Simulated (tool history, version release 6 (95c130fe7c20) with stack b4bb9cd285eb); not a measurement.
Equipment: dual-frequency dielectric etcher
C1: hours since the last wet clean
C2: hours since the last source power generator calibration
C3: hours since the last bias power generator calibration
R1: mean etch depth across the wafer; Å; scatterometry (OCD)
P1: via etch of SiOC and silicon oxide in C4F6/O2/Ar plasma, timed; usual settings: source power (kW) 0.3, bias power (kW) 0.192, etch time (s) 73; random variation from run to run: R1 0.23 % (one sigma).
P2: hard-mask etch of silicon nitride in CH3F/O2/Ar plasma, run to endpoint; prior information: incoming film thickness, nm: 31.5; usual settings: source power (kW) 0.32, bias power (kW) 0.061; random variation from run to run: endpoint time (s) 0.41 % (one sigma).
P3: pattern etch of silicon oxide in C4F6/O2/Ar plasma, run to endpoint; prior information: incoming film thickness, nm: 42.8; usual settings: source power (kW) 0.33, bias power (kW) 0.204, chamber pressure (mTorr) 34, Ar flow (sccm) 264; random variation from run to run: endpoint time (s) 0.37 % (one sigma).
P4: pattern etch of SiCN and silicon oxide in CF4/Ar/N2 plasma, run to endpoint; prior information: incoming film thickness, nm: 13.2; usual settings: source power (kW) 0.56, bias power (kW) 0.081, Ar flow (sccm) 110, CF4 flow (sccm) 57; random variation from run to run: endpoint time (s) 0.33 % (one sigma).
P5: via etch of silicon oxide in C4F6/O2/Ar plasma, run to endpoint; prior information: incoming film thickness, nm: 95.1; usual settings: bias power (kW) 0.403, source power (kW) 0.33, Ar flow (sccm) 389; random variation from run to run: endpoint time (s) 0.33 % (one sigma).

run 1 day=0.667 | process_that_ran=P1 source_power_(kW)=0.3 bias_power_(kW)=0.192 etch_time_(s)=73 | C1=106.5 C2=1230.7 C3=601.8 | R1=754.46
run 2 day=1.071 | process_that_ran=P3 source_power_(kW)=0.33 bias_power_(kW)=0.135 chamber_pressure_(mTorr)=34 Ar_flow_(sccm)=264 | C1=116.2 C2=1240.4 C3=611.5 | endpoint_time_(s)=16.243
run 3 day=1.688 | process_that_ran=P1 source_power_(kW)=0.3 bias_power_(kW)=0.232 etch_time_(s)=73 | C1=131 C2=1255.2 C3=626.3 | R1=804.5
run 4 day=2.071 | process_that_ran=P3 source_power_(kW)=0.33 bias_power_(kW)=0.204 chamber_pressure_(mTorr)=34 Ar_flow_(sccm)=370 | C1=140.2 C2=1264.4 C3=635.5 | endpoint_time_(s)=14.891
run 5 day=2.842 | process_that_ran=P2 source_power_(kW)=0.32 bias_power_(kW)=0.061 | C1=158.7 C2=1282.9 C3=654 | endpoint_time_(s)=51.681
run 6 day=3.446 | process_that_ran=P3 source_power_(kW)=0.33 bias_power_(kW)=0.204 chamber_pressure_(mTorr)=41.5 Ar_flow_(sccm)=264 | C1=173.2 C2=1297.4 C3=668.5 | endpoint_time_(s)=14.692
run 7 day=3.95 | process_that_ran=P4 source_power_(kW)=0.56 bias_power_(kW)=0.081 Ar_flow_(sccm)=72 CF4_flow_(sccm)=57 | C1=185.3 C2=1309.5 C3=680.6 | endpoint_time_(s)=11.793
run 8 day=4.596 | process_that_ran=P5 source_power_(kW)=0.33 bias_power_(kW)=0.562 Ar_flow_(sccm)=389 | C1=200.8 C2=1325 C3=696.1 | endpoint_time_(s)=21.41
run 9 day=5.112 | process_that_ran=P3 source_power_(kW)=0.41 bias_power_(kW)=0.204 chamber_pressure_(mTorr)=34 Ar_flow_(sccm)=264 | C1=213.2 C2=1337.4 C3=708.5 | endpoint_time_(s)=13.182
run 10 day=5.767 | process_that_ran=P3 source_power_(kW)=0.33 bias_power_(kW)=0.204 chamber_pressure_(mTorr)=34 Ar_flow_(sccm)=264 | C1=228.9 C2=1353.1 C3=724.2 | endpoint_time_(s)=14.317
run 11 day=6.125 | process_that_ran=P2 source_power_(kW)=0.39 bias_power_(kW)=0.061 | C1=237.5 C2=1361.7 C3=732.8 | endpoint_time_(s)=47.839
run 12 day=6.554 | process_that_ran=P1 source_power_(kW)=0.3 bias_power_(kW)=0.192 etch_time_(s)=73 | C1=247.8 C2=1372 C3=743.1 | R1=754.85
run 13 day=7.008 | process_that_ran=P5 source_power_(kW)=0.33 bias_power_(kW)=0.403 Ar_flow_(sccm)=295 | C1=258.7 C2=1382.9 C3=754 | endpoint_time_(s)=23.497
run 14 day=7.567 | process_that_ran=P4 source_power_(kW)=0.56 bias_power_(kW)=0.081 Ar_flow_(sccm)=110 CF4_flow_(sccm)=57 | C1=272.1 C2=1396.3 C3=767.4 | endpoint_time_(s)=12.654
run 15 day=7.992 | process_that_ran=P1 source_power_(kW)=0.3 bias_power_(kW)=0.131 etch_time_(s)=56 | C1=282.3 C2=1406.5 C3=777.6 | R1=509.86
run 16 day=8.646 | process_that_ran=P1 source_power_(kW)=0.42 bias_power_(kW)=0.192 etch_time_(s)=73 | C1=298 C2=1422.2 C3=793.3 | R1=856.59
run 17 day=9.338 | process_that_ran=P4 source_power_(kW)=0.56 bias_power_(kW)=0.081 Ar_flow_(sccm)=110 CF4_flow_(sccm)=78 | C1=314.6 C2=1438.8 C3=809.9 | endpoint_time_(s)=12.042
run 18 day=9.817 | process_that_ran=P1 source_power_(kW)=0.3 bias_power_(kW)=0.192 etch_time_(s)=42 | C1=326.1 C2=1450.3 C3=821.4 | R1=434.61
run 19 day=10.254 | process_that_ran=P2 source_power_(kW)=0.32 bias_power_(kW)=0.039 | C1=336.6 C2=1460.8 C3=831.9 | endpoint_time_(s)=59.42
run 20 day=10.812 | process_that_ran=P1 source_power_(kW)=0.17 bias_power_(kW)=0.192 etch_time_(s)=73 | C1=350 C2=1474.2 C3=845.3 | R1=607.27
run 21 day=11.279 | process_that_ran=P4 source_power_(kW)=0.73 bias_power_(kW)=0.081 Ar_flow_(sccm)=110 CF4_flow_(sccm)=57 | C1=361.2 C2=1485.4 C3=856.5 | endpoint_time_(s)=10.021
run 22 day=12.042 | process_that_ran=P1 source_power_(kW)=0.3 bias_power_(kW)=0.192 etch_time_(s)=73 | C1=379.5 C2=1503.7 C3=874.8 | R1=755.13
run 23 day=12.446 | process_that_ran=P1 source_power_(kW)=0.3 bias_power_(kW)=0.192 etch_time_(s)=93.5 | C1=389.2 C2=1513.4 C3=884.5 | R1=970.49
run 24 day=13.133 | process_that_ran=P1 source_power_(kW)=0.3 bias_power_(kW)=0.124 etch_time_(s)=73 | C1=405.7 C2=1529.9 C3=901 | R1=657.8
run 25 day=13.921 | process_that_ran=P4 source_power_(kW)=0.56 bias_power_(kW)=0.056 Ar_flow_(sccm)=110 CF4_flow_(sccm)=57 | C1=424.6 C2=1548.8 C3=919.9 | endpoint_time_(s)=14.288
run 26 day=14.338 | process_that_ran=P1 source_power_(kW)=0.3 bias_power_(kW)=0.192 etch_time_(s)=73 | C1=434.6 C2=1558.8 C3=929.9 | R1=755.8
-- day=14.508 wet clean of the chamber
run 27 day=14.988 | process_that_ran=P5 source_power_(kW)=0.2 bias_power_(kW)=0.403 Ar_flow_(sccm)=389 | C1=11.5 C2=1574.4 C3=945.5 | endpoint_time_(s)=29.177
run 28 day=15.388 | process_that_ran=P5 source_power_(kW)=0.33 bias_power_(kW)=0.403 Ar_flow_(sccm)=389 | C1=21.1 C2=1584 C3=955.1 | endpoint_time_(s)=24.335
run 29 day=16.133 | process_that_ran=P1 source_power_(kW)=0.3 bias_power_(kW)=0.192 etch_time_(s)=73 | C1=39 C2=1601.9 C3=973 | R1=755.5
run 30 day=16.842 | process_that_ran=P1 source_power_(kW)=0.3 bias_power_(kW)=0.192 etch_time_(s)=73 | C1=56 C2=1618.9 C3=990 | R1=756.1
run 31 day=17.279 | process_that_ran=P1 source_power_(kW)=0.3 bias_power_(kW)=0.192 etch_time_(s)=73 | C1=66.5 C2=1629.4 C3=1000.5 | R1=750.59
run 32 day=17.979 | process_that_ran=P1 source_power_(kW)=0.3 bias_power_(kW)=0.192 etch_time_(s)=73 | C1=83.3 C2=1646.2 C3=1017.3 | R1=748.37
run 33 day=18.512 | process_that_ran=P1 source_power_(kW)=0.3 bias_power_(kW)=0.192 etch_time_(s)=73 | C1=96.1 C2=1659 C3=1030.1 | R1=744.37
run 34 day=18.988 | process_that_ran=P1 source_power_(kW)=0.3 bias_power_(kW)=0.192 etch_time_(s)=73 | C1=107.5 C2=1670.4 C3=1041.5 | R1=745.51
-- day=19.55 wet clean of the chamber
run 35 day=19.579 | process_that_ran=P1 source_power_(kW)=0.3 bias_power_(kW)=0.192 etch_time_(s)=73 | C1=0.7 C2=1684.6 C3=1055.7 | R1=742.47
run 36 day=20.225 | process_that_ran=P1 source_power_(kW)=0.3 bias_power_(kW)=0.192 etch_time_(s)=73 | C1=16.2 C2=1700.1 C3=1071.2 | R1=741.7
run 37 day=20.729 | process_that_ran=P1 source_power_(kW)=0.3 bias_power_(kW)=0.192 etch_time_(s)=73 | C1=28.3 C2=1712.2 C3=1083.3 | R1=741.52
run 38 day=21.129 | process_that_ran=P1 source_power_(kW)=0.3 bias_power_(kW)=0.192 etch_time_(s)=73 | C1=37.9 C2=1721.8 C3=1092.9 | R1=742.97
run 39 day=21.779 | process_that_ran=P1 source_power_(kW)=0.3 bias_power_(kW)=0.192 etch_time_(s)=73 | C1=53.5 C2=1737.4 C3=1108.5 | R1=741.59

P1 has crept away from where it was. The log is fitted equally well by each of these 2 causes, at the sizes shown:
A: bias power that arrives under what is set, % = 4.77
B: source power that arrives under what is set, % = 4.13
Onset of the creep was near day 16.842.
Ruled out, with reasons:
chamber walls in a state that lowers the etch rate, %: serviced at day 19.55, after the change had begun; the process did not return to its earlier output

Below are 4 check runs, each averaged over 2 wafers, with their results shown as question marks. Which of them would give clearly different results depending on which cause is behind the drift?
run check 1 day=22.429 | process_that_ran=P2 source_power_(kW)=0.32 bias_power_(kW)=0.043 | endpoint_time_(s)=?
run check 2 day=22.429 | process_that_ran=P4 source_power_(kW)=0.56 bias_power_(kW)=0.069 Ar_flow_(sccm)=110 CF4_flow_(sccm)=57 | endpoint_time_(s)=?
run check 3 day=22.429 | process_that_ran=P3 source_power_(kW)=0.33 bias_power_(kW)=0.173 chamber_pressure_(mTorr)=34 Ar_flow_(sccm)=364 | endpoint_time_(s)=?
run check 4 day=22.429 | process_that_ran=P5 source_power_(kW)=0.2 bias_power_(kW)=0.55 Ar_flow_(sccm)=389 | endpoint_time_(s)=?

Check results expected under each cause:
check=check_1 result=endpoint_time_(s) if_A=58.843 if_B=58.939
check=check_2 result=endpoint_time_(s) if_A=13.572 if_B=13.85
check=check_3 result=endpoint_time_(s) if_A=15.92 if_B=15.935
check=check_4 result=endpoint_time_(s) if_A=26.465 if_B=26.367
Per-check spread between the two closest causes, in the result where they differ most: check 1 0.16 %; check 2 2.03 %; check 3 0.09 %; check 4 0.37 %
The causes can be told apart only by check 2. The other checks would give nearly the same results under each of them.

Check 2 has now been run. It gave: endpoint time (s) 13.841. Which of the candidate causes is it?

The correct cause is B, namely: source power that arrives under what is set, %.
